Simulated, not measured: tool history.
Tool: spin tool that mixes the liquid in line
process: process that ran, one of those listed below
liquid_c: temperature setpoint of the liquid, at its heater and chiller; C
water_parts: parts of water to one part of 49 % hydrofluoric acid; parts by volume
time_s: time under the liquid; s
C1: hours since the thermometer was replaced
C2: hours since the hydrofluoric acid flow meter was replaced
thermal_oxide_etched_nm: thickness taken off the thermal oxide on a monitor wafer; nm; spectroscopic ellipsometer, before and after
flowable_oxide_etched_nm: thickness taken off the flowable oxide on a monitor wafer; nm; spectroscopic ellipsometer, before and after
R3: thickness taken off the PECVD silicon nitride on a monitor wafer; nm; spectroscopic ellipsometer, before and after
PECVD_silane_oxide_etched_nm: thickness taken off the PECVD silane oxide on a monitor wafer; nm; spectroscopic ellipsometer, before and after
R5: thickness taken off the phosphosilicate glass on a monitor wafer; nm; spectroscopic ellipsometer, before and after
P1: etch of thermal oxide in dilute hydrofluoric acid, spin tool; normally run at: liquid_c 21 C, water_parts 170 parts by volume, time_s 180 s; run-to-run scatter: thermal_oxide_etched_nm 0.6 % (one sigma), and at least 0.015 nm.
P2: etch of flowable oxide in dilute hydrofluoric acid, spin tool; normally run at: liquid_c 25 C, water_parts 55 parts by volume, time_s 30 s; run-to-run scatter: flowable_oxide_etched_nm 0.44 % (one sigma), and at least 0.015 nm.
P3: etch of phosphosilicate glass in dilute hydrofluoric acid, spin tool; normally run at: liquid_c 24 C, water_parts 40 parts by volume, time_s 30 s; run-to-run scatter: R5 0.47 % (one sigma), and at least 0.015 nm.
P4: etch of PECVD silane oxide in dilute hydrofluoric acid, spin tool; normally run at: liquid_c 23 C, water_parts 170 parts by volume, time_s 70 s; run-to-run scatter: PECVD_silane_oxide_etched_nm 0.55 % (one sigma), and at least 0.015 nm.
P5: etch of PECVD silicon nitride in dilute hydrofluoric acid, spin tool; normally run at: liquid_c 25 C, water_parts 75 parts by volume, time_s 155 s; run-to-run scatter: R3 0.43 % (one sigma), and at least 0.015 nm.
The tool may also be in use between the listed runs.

run 1 hour=10 | process=P1 liquid_c=21 water_parts=170 time_s=180 | C1=1182.4 C2=739.9 | thermal_oxide_etched_nm=4.027
run 2 hour=20 | process=P2 liquid_c=30.5 water_parts=55 time_s=30 | C1=1192.4 C2=749.9 | flowable_oxide_etched_nm=36.373
run 3 hour=31.2 | process=P5 liquid_c=25 water_parts=20 time_s=155 | C1=1203.6 C2=761.1 | R3=44.659
run 4 hour=41.4 | process=P5 liquid_c=30 water_parts=75 time_s=155 | C1=1213.8 C2=771.3 | R3=17.28
run 5 hour=58.9 | process=P4 liquid_c=17 water_parts=170 time_s=70 | C1=1231.3 C2=788.8 | PECVD_silane_oxide_etched_nm=11.163
run 6 hour=74.8 | process=P1 liquid_c=21 water_parts=170 time_s=360 | C1=1247.2 C2=804.7 | thermal_oxide_etched_nm=8.022
run 7 hour=90.1 | process=P2 liquid_c=25 water_parts=55 time_s=30 | C1=1262.5 C2=820 | flowable_oxide_etched_nm=29.219
run 8 hour=99.9 | process=P1 liquid_c=21 water_parts=170 time_s=50 | C1=1272.3 C2=829.8 | thermal_oxide_etched_nm=1.1235
run 9 hour=116.7 | process=P1 liquid_c=21 water_parts=170 time_s=180 | C1=1289.1 C2=846.6 | thermal_oxide_etched_nm=4.0097
run 10 hour=129 | process=P1 liquid_c=21 water_parts=240 time_s=180 | C1=1301.4 C2=858.9 | thermal_oxide_etched_nm=2.654
run 11 hour=144.8 | process=P4 liquid_c=23 water_parts=170 time_s=70 | C1=1317.2 C2=874.7 | PECVD_silane_oxide_etched_nm=14.17
run 12 hour=160.5 | process=P1 liquid_c=21 water_parts=40 time_s=180 | C1=1332.9 C2=890.4 | thermal_oxide_etched_nm=19.96
run 13 hour=173.4 | process=P5 liquid_c=25 water_parts=75 time_s=15 | C1=1345.8 C2=903.3 | R3=1.2021
run 14 hour=183.5 | process=P4 liquid_c=23 water_parts=170 time_s=15 | C1=1355.9 C2=913.4 | PECVD_silane_oxide_etched_nm=3.0522
run 15 hour=199.8 | process=P4 liquid_c=23 water_parts=170 time_s=70 | C1=1372.2 C2=929.7 | PECVD_silane_oxide_etched_nm=14.013
run 16 hour=208.2 | process=P4 liquid_c=23 water_parts=290 time_s=70 | C1=1380.6 C2=938.1 | PECVD_silane_oxide_etched_nm=7.3088
run 17 hour=224.5 | process=P3 liquid_c=24 water_parts=40 time_s=30 | C1=1396.9 C2=954.4 | R5=101.24
run 18 hour=235.6 | process=P1 liquid_c=28 water_parts=170 time_s=180 | C1=1408 C2=965.5 | thermal_oxide_etched_nm=5.2682
run 19 hour=250 | process=P1 liquid_c=21 water_parts=170 time_s=180 | C1=1422.4 C2=979.9 | thermal_oxide_etched_nm=4.034
run 20 hour=261.2 | process=P3 liquid_c=28.5 water_parts=40 time_s=30 | C1=1433.6 C2=991.1 | R5=120.95
run 21 hour=273.1 | process=P1 liquid_c=21 water_parts=115 time_s=255 | C1=1445.5 C2=1003 | thermal_oxide_etched_nm=8.8973
run 22 hour=284.9 | process=P5 liquid_c=25 water_parts=75 time_s=155 | C1=1457.3 C2=1014.8 | R3=12.519
run 23 hour=297.1 | process=P3 liquid_c=24 water_parts=40 time_s=55 | C1=1469.5 C2=1027 | R5=184.99
run 24 hour=308.7 | process=P1 liquid_c=21 water_parts=170 time_s=180 | C1=1481.1 C2=1038.6 | thermal_oxide_etched_nm=3.9909
run 25 hour=325.2 | process=P2 liquid_c=25 water_parts=55 time_s=50 | C1=1497.6 C2=1055.1 | flowable_oxide_etched_nm=49.065
run 26 hour=341.6 | process=P1 liquid_c=21 water_parts=265 time_s=40 | C1=1514 C2=1071.5 | thermal_oxide_etched_nm=0.50034
run 27 hour=350.6 | process=P1 liquid_c=21 water_parts=45 time_s=100 | C1=1523 C2=1080.5 | thermal_oxide_etched_nm=9.7858
run 28 hour=361.1 | process=P2 liquid_c=25 water_parts=55 time_s=30 | C1=1533.5 C2=1091 | flowable_oxide_etched_nm=29.11
run 29 hour=373.1 | process=P1 liquid_c=21 water_parts=170 time_s=180 | C1=1545.5 C2=1103 | thermal_oxide_etched_nm=4.0317
run 30 hour=380.9 | process=P1 liquid_c=21 water_parts=170 time_s=180 | C1=1553.3 C2=1110.8 | thermal_oxide_etched_nm=3.9996
run 31 hour=390.3 | process=P1 liquid_c=17 water_parts=170 time_s=180 | C1=1562.7 C2=1120.2 | thermal_oxide_etched_nm=3.4049
run 32 hour=404.6 | process=P3 liquid_c=24 water_parts=70 time_s=30 | C1=1577 C2=1134.5 | R5=55.598
run 33 hour=419.3 | process=P1 liquid_c=21 water_parts=170 time_s=180 | C1=1591.7 C2=1149.2 | thermal_oxide_etched_nm=3.9917
run 34 hour=430.1 | process=P2 liquid_c=25 water_parts=100 time_s=30 | C1=1602.5 C2=1160 | flowable_oxide_etched_nm=15.227
run 35 hour=447.2 | process=P1 liquid_c=21 water_parts=170 time_s=180 | C1=1619.6 C2=1177.1 | thermal_oxide_etched_nm=4.0423
run 36 hour=463.3 | process=P1 liquid_c=21 water_parts=170 time_s=180 | C1=1635.7 C2=1193.2 | thermal_oxide_etched_nm=3.9551
run 37 hour=474 | process=P1 liquid_c=21 water_parts=170 time_s=180 | C1=1646.4 C2=1203.9 | thermal_oxide_etched_nm=3.9018
run 38 hour=486.3 | process=P1 liquid_c=21 water_parts=170 time_s=180 | C1=1658.7 C2=1216.2 | thermal_oxide_etched_nm=3.8943
run 39 hour=497.9 | process=P1 liquid_c=21 water_parts=170 time_s=180 | C1=1670.3 C2=1227.8 | thermal_oxide_etched_nm=3.8629
run 40 hour=506.6 | process=P1 liquid_c=21 water_parts=170 time_s=180 | C1=1679 C2=1236.5 | thermal_oxide_etched_nm=3.8526
run 41 hour=515.2 | process=P1 liquid_c=21 water_parts=170 time_s=180 | C1=1687.6 C2=1245.1 | thermal_oxide_etched_nm=3.7787
run 42 hour=527.5 | process=P1 liquid_c=21 water_parts=170 time_s=180 | C1=1699.9 C2=1257.4 | thermal_oxide_etched_nm=3.8348
run 43 hour=536.2 | process=P1 liquid_c=21 water_parts=170 time_s=180 | C1=1708.6 C2=1266.1 | thermal_oxide_etched_nm=3.8189
run 44 hour=551.3 | process=P1 liquid_c=21 water_parts=170 time_s=180 | C1=1723.7 C2=1281.2 | thermal_oxide_etched_nm=3.8618
run 45 hour=565.1 | process=P1 liquid_c=21 water_parts=170 time_s=180 | C1=1737.5 C2=1295 | thermal_oxide_etched_nm=3.7737
run 46 hour=573.2 | process=P1 liquid_c=21 water_parts=170 time_s=180 | C1=1745.6 C2=1303.1 | thermal_oxide_etched_nm=3.7933

What P1 gives has crept away from where it was. These 2 causes fit the log equally well, each at the size given:
A: liquid colder than its thermometer reads (K) = 1.46
B: hydrofluoric acid flow below the setpoint (%) = 4.71
The creep began at about hour 447.2.

4 check runs are offered, one wafer each, their results left as question marks. Which one tells the causes apart?
run check 1 hour=581.3 | process=P5 liquid_c=25 water_parts=20 time_s=25 | R3=?
run check 2 hour=581.3 | process=P4 liquid_c=23 water_parts=265 time_s=15 | PECVD_silane_oxide_etched_nm=?
run check 3 hour=581.3 | process=P2 liquid_c=25 water_parts=100 time_s=30 | flowable_oxide_etched_nm=?
run check 4 hour=581.3 | process=P3 liquid_c=24 water_parts=65 time_s=55 | R5=?

What each check would give under each cause:
check=check_1 result=R3 if_A=6.58 if_B=6.9435
check=check_2 result=PECVD_silane_oxide_etched_nm if_A=1.6694 if_B=1.6558
check=check_3 result=flowable_oxide_etched_nm if_A=14.347 if_B=14.394
check=check_4 result=R5 if_A=103.9 if_B=104.66
How far apart the two closest causes lie, in the result that separates them most: check 1 5.38 %; check 2 0.82 %; check 3 0.33 %; check 4 0.74 %
Only check 1 tells the causes apart: in the others they would give nearly the same result.

Check 1 was then run and gave: R3 6.9385 nm. Which cause is it?

It is B: hydrofluoric acid flow below the setpoint (%).
